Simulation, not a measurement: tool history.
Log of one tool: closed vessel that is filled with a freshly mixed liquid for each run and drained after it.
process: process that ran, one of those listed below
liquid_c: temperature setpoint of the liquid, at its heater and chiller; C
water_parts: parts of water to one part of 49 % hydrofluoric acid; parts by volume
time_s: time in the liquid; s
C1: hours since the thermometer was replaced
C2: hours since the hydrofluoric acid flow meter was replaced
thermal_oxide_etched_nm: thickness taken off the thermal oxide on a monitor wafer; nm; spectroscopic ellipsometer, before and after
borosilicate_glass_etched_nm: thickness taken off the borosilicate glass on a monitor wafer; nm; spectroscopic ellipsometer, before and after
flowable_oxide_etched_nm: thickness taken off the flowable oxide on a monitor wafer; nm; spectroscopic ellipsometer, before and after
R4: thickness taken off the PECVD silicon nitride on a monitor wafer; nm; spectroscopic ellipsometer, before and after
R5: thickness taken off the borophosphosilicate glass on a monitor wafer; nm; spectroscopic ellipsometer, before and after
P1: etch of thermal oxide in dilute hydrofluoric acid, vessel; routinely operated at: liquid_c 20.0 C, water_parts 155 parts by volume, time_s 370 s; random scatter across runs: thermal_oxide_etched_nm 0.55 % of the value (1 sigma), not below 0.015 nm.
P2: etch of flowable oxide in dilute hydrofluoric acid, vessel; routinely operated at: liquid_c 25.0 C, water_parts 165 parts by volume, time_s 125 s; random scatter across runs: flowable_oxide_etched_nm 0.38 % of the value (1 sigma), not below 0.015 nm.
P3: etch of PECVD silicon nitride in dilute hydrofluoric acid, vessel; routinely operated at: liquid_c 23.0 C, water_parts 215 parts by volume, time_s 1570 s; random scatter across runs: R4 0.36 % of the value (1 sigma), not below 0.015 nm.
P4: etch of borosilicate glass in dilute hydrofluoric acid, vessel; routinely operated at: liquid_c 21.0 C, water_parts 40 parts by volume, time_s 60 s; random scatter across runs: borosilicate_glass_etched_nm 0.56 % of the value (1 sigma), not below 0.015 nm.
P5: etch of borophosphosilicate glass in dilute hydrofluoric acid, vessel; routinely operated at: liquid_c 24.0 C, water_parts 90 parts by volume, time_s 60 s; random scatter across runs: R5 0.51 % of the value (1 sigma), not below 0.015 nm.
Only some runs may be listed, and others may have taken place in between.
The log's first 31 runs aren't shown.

{"run": 32, "hour": 208.3, "process": "P5", "liquid_c": 24.0, "water_parts": 90, "time_s": 60, "C1": 701.3, "C2": 488.2, "R5": 46.346}
{"run": 33, "hour": 213.9, "process": "P1", "liquid_c": 20.0, "water_parts": 155, "time_s": 370, "C1": 706.9, "C2": 493.8, "thermal_oxide_etched_nm": 9.0258}
{"run": 34, "hour": 218.1, "process": "P1", "liquid_c": 20.0, "water_parts": 155, "time_s": 370, "C1": 711.1, "C2": 498.0, "thermal_oxide_etched_nm": 9.2136}
{"run": 35, "hour": 225.2, "process": "P1", "liquid_c": 20.0, "water_parts": 155, "time_s": 370, "C1": 718.2, "C2": 505.1, "thermal_oxide_etched_nm": 9.5157}
{"run": 36, "hour": 229.9, "process": "P1", "liquid_c": 20.0, "water_parts": 155, "time_s": 370, "C1": 722.9, "C2": 509.8, "thermal_oxide_etched_nm": 9.5855}
{"run": 37, "hour": 237.0, "process": "P1", "liquid_c": 20.0, "water_parts": 155, "time_s": 370, "C1": 730.0, "C2": 516.9, "thermal_oxide_etched_nm": 9.7456}
{"run": 38, "hour": 243.9, "process": "P1", "liquid_c": 20.0, "water_parts": 155, "time_s": 370, "C1": 736.9, "C2": 523.8, "thermal_oxide_etched_nm": 9.7161}
{"run": 39, "hour": 248.0, "process": "P1", "liquid_c": 20.0, "water_parts": 155, "time_s": 370, "C1": 741.0, "C2": 527.9, "thermal_oxide_etched_nm": 9.9003}

Run 40, settings as shown, results not yet in. Your forecast:
{"run": 40, "hour": 255.8, "process": "P1", "liquid_c": 20.0, "water_parts": 155, "time_s": 370, "C1": 748.8, "C2": 535.7, "thermal_oxide_etched_nm": "?"}

thermal_oxide_etched_nm: 9.8172 nm
